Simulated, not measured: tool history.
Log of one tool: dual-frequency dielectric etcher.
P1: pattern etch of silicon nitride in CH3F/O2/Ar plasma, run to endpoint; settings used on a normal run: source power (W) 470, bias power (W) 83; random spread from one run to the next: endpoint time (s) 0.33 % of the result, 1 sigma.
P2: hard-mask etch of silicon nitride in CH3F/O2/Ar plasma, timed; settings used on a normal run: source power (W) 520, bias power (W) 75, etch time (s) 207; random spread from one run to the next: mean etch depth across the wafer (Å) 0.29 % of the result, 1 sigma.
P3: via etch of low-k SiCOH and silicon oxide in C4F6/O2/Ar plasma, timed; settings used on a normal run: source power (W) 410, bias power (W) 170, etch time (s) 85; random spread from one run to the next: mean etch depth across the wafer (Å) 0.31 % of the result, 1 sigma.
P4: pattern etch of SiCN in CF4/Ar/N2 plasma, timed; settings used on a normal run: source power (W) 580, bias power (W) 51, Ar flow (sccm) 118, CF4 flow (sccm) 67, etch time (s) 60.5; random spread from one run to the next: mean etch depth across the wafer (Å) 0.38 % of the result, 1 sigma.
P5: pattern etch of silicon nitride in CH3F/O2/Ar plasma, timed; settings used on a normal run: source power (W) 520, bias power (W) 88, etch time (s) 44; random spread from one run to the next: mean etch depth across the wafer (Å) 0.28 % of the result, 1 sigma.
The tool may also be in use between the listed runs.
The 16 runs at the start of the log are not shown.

run   hour  process that ran  source power (W)  bias power (W)  etch time (s)  Ar flow (sccm)  CF4 flow (sccm)  hours since the last wet clean  hours since the last source power generator calibration  hours since the last bias power generator calibration  endpoint time (s)  mean etch depth across the wafer (Å)
 17    235                P4               790              51           60.5             118               67                           571.7                                                   1986.6                                                   53.6                                                   739.85
 18  251.2                P1               470              83                                                                           587.9                                                   2002.8                                                   69.8             46.044
 19    268                P3               410             211             85                                                            604.7                                                   2019.6                                                   86.6                                                   2515.7
 20  283.1                P1               580              60                                                                           619.8                                                   2034.7                                                  101.7             47.531
 21  292.7                P3               410             170             85                                                            629.4                                                   2044.3                                                  111.3                                                   2341.3
 22  311.9                P5               520              88             44                                                            648.6                                                   2063.5                                                  130.5                                                   346.31
 23  329.8                P4               580              68           60.5             118               67                           666.5                                                   2081.4                                                  148.4                                                    616.7
 24  341.5                P3               410             170             85                                                            678.2                                                   2093.1                                                  160.1                                                     2333
 25  356.2                P1               290              53                                                                           692.9                                                   2107.8                                                  174.8             64.417
 26  369.5                P2               520              75            114                                                            706.2                                                   2121.1                                                  188.1                                                   898.53
 27    379                P1               570              83                                                                           715.7                                                   2130.6                                                  197.6             42.555

Run 28 is up next; what results do you expect?
 28  388.6                P5               520             106             44                                                            725.3                                                   2140.2                                                  207.2                                                        ?

Run 28 measured mean etch depth across the wafer (Å) 368.76.

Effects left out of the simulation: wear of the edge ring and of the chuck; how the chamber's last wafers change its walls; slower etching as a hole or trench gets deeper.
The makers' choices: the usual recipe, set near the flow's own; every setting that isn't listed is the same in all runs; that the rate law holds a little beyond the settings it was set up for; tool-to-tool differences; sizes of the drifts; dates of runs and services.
